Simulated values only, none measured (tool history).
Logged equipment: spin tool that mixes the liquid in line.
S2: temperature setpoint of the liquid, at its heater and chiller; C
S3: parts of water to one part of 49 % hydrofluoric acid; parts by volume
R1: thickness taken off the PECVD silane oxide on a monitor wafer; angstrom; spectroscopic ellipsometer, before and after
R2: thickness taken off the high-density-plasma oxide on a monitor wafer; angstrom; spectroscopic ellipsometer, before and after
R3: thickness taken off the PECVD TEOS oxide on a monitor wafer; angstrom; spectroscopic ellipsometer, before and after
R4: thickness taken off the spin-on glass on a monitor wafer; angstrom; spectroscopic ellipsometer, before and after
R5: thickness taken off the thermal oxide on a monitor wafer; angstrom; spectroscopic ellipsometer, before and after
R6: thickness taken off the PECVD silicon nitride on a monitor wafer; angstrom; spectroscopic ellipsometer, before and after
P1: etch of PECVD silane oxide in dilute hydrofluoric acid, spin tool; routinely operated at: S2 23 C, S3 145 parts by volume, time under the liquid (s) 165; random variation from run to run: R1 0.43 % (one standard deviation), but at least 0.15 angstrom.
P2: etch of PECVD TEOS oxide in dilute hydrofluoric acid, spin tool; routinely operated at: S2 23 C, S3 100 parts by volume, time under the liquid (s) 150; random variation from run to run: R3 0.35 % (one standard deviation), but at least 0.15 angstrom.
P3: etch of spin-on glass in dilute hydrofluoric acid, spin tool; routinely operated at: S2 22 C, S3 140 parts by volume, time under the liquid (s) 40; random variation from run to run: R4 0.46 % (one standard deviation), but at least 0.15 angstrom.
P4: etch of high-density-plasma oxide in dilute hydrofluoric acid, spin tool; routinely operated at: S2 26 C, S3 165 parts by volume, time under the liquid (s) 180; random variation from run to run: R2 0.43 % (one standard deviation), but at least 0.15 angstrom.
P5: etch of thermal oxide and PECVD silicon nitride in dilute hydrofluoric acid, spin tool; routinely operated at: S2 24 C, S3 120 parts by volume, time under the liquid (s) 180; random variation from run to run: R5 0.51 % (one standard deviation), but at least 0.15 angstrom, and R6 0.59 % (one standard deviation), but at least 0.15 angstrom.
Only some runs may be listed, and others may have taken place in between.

Run 1, hour 7.4: process that ran P1, S2 23 C, S3 145 parts by volume, time under the liquid (s) 165. Result: R1 273.71 angstrom.
Run 2, hour 13.6: process that ran P1, S2 29 C, S3 145 parts by volume, time under the liquid (s) 165. Result: R1 343.6 angstrom.
Run 3, hour 17.8: process that ran P4, S2 18 C, S3 165 parts by volume, time under the liquid (s) 180. Result: R2 58.837 angstrom.
Run 4, hour 24.8: process that ran P2, S2 23 C, S3 100 parts by volume, time under the liquid (s) 150. Result: R3 405.61 angstrom.
Run 5, hour 28.4: process that ran P2, S2 23 C, S3 100 parts by volume, time under the liquid (s) 225. Result: R3 612.3 angstrom.
Run 6, hour 34.5: process that ran P1, S2 23 C, S3 145 parts by volume, time under the liquid (s) 165. Result: R1 275.49 angstrom.
Run 7, hour 39.9: process that ran P1, S2 23 C, S3 40 parts by volume, time under the liquid (s) 165. Result: R1 1127.2 angstrom.
Run 8, hour 45.9: process that ran P4, S2 26 C, S3 165 parts by volume, time under the liquid (s) 180. Result: R2 80.277 angstrom.
Run 9, hour 52.3: process that ran P2, S2 23 C, S3 175 parts by volume, time under the liquid (s) 150. Result: R3 213.69 angstrom.
Run 10, hour 59.6: process that ran P1, S2 23 C, S3 145 parts by volume, time under the liquid (s) 165. Result: R1 276.4 angstrom.
Run 11, hour 66.7: process that ran P4, S2 26 C, S3 165 parts by volume, time under the liquid (s) 40. Result: R2 17.932 angstrom.
Run 12, hour 72.6: process that ran P1, S2 23 C, S3 220 parts by volume, time under the liquid (s) 165. Result: R1 165.29 angstrom.
Run 13, hour 77.5: process that ran P1, S2 23 C, S3 145 parts by volume, time under the liquid (s) 165. Result: R1 274.6 angstrom.
Run 14, hour 84.5: process that ran P1, S2 23 C, S3 145 parts by volume, time under the liquid (s) 165. Result: R1 274.23 angstrom.
Run 15, hour 90.3: process that ran P1, S2 23 C, S3 145 parts by volume, time under the liquid (s) 60. Result: R1 100 angstrom.
Run 16, hour 96.8: process that ran P3, S2 22 C, S3 140 parts by volume, time under the liquid (s) 40. Result: R4 95.086 angstrom.
Run 17, hour 100.4: process that ran P4, S2 26 C, S3 165 parts by volume, time under the liquid (s) 180. Result: R2 80.531 angstrom.
Run 18, hour 107.6: process that ran P1, S2 17 C, S3 145 parts by volume, time under the liquid (s) 165. Result: R1 217.11 angstrom.
Run 19, hour 112.3: process that ran P3, S2 22 C, S3 140 parts by volume, time under the liquid (s) 80. Result: R4 190.43 angstrom.
Run 20, hour 117.9: process that ran P5, S2 24 C, S3 120 parts by volume, time under the liquid (s) 350. Result: R5 131.04 angstrom, R6 85.514 angstrom.
At hour 120.8: thermometer replaced.
Run 21, hour 124: process that ran P5, S2 30 C, S3 120 parts by volume, time under the liquid (s) 180. Result: R5 85.789 angstrom, R6 63.484 angstrom.
Run 22, hour 127.8: process that ran P1, S2 23 C, S3 145 parts by volume, time under the liquid (s) 165. Result: R1 273.15 angstrom.
Run 23, hour 133.5: process that ran P5, S2 24 C, S3 35 parts by volume, time under the liquid (s) 180. Result: R5 259.3 angstrom, R6 146.9 angstrom.
Run 24, hour 138.2: process that ran P1, S2 23 C, S3 45 parts by volume, time under the liquid (s) 70. Result: R1 426.52 angstrom.
Run 25, hour 141.6: process that ran P1, S2 23 C, S3 145 parts by volume, time under the liquid (s) 320. Result: R1 532.67 angstrom.
Run 26, hour 146.2: process that ran P2, S2 17 C, S3 100 parts by volume, time under the liquid (s) 150. Result: R3 316.84 angstrom.
Run 27, hour 150.8: process that ran P5, S2 24 C, S3 120 parts by volume, time under the liquid (s) 180. Result: R5 68.159 angstrom, R6 43.899 angstrom.
Run 28, hour 155.3: process that ran P3, S2 29 C, S3 140 parts by volume, time under the liquid (s) 40. Result: R4 123.83 angstrom.
Run 29, hour 160.5: process that ran P1, S2 27.5 C, S3 145 parts by volume, time under the liquid (s) 20. Result: R1 39.512 angstrom.
Run 30, hour 165.9: process that ran P3, S2 22 C, S3 250 parts by volume, time under the liquid (s) 40. Result: R4 47.603 angstrom.
Run 31, hour 172.5: process that ran P1, S2 23 C, S3 145 parts by volume, time under the liquid (s) 165. Result: R1 272.59 angstrom.
Run 32, hour 177.8: process that ran P4, S2 26 C, S3 270 parts by volume, time under the liquid (s) 180. Result: R2 44.064 angstrom.
Run 33, hour 181.2: process that ran P1, S2 23 C, S3 145 parts by volume, time under the liquid (s) 165. Result: R1 276.05 angstrom.
Run 34, hour 184.7: process that ran P1, S2 23 C, S3 145 parts by volume, time under the liquid (s) 165. Result: R1 278.17 angstrom.
Run 35, hour 191.6: process that ran P1, S2 23 C, S3 145 parts by volume, time under the liquid (s) 165. Result: R1 284.34 angstrom.
Run 36, hour 197.2: process that ran P1, S2 23 C, S3 145 parts by volume, time under the liquid (s) 165. Result: R1 286.9 angstrom.
Run 37, hour 202.1: process that ran P1, S2 23 C, S3 145 parts by volume, time under the liquid (s) 165. Result: R1 288.9 angstrom.
Run 38, hour 207.2: process that ran P1, S2 23 C, S3 145 parts by volume, time under the liquid (s) 165. Result: R1 288.35 angstrom.
Run 39, hour 211.3: process that ran P1, S2 23 C, S3 145 parts by volume, time under the liquid (s) 165. Result: R1 288.63 angstrom.
Run 40, hour 214.8: process that ran P1, S2 23 C, S3 145 parts by volume, time under the liquid (s) 165. Result: R1 290.87 angstrom.
Run 41, hour 219.9: process that ran P1, S2 23 C, S3 145 parts by volume, time under the liquid (s) 165. Result: R1 289.38 angstrom.
Run 42, hour 224.1: process that ran P1, S2 23 C, S3 145 parts by volume, time under the liquid (s) 165. Result: R1 289.59 angstrom.

What P1 gives has crept away from where it was. These 2 causes fit the log equally well, each at the size given:
A: liquid hotter than its thermometer reads (K) = 1.39
B: hydrofluoric acid flow above the setpoint (%) = 4.71
The drift started at roughly hour 181.2.

Consider the 4 single-wafer check runs listed below, results given as question marks: which one distinguishes between the causes by giving clearly different results for each?
Run check 1, hour 228.3: process that ran P3, S2 22 C, S3 195 parts by volume, time under the liquid (s) 70. Result: R4 ?.
Run check 2, hour 228.3: process that ran P2, S2 17.5 C, S3 160 parts by volume, time under the liquid (s) 150. Result: R3 ?.
Run check 3, hour 228.3: process that ran P5, S2 24 C, S3 75 parts by volume, time under the liquid (s) 180. Result: R5 ?, R6 ?.
Run check 4, hour 228.3: process that ran P4, S2 18.5 C, S3 165 parts by volume, time under the liquid (s) 115. Result: R2 ?.

Check results expected under each cause:
  check  result    if A    if B
check 1      R4  118.89  119.22
check 2      R3  201.64  201.05
check 3      R5  121.55  120.89
check 3      R6   76.42   72.92
check 4      R2  40.728  40.651
Separation of the two closest causes in each check, using whichever result separates them best: check 1 0.28 %; check 2 0.29 %; check 3 4.69 %; check 4 0.19 %
Only check 3 tells the causes apart: in the others they would give nearly the same result.

Check 3 has now been run. It gave: R5 121.77 angstrom; R6 76.389 angstrom. Which of the candidate causes is it?

It is A: liquid hotter than its thermometer reads (K).
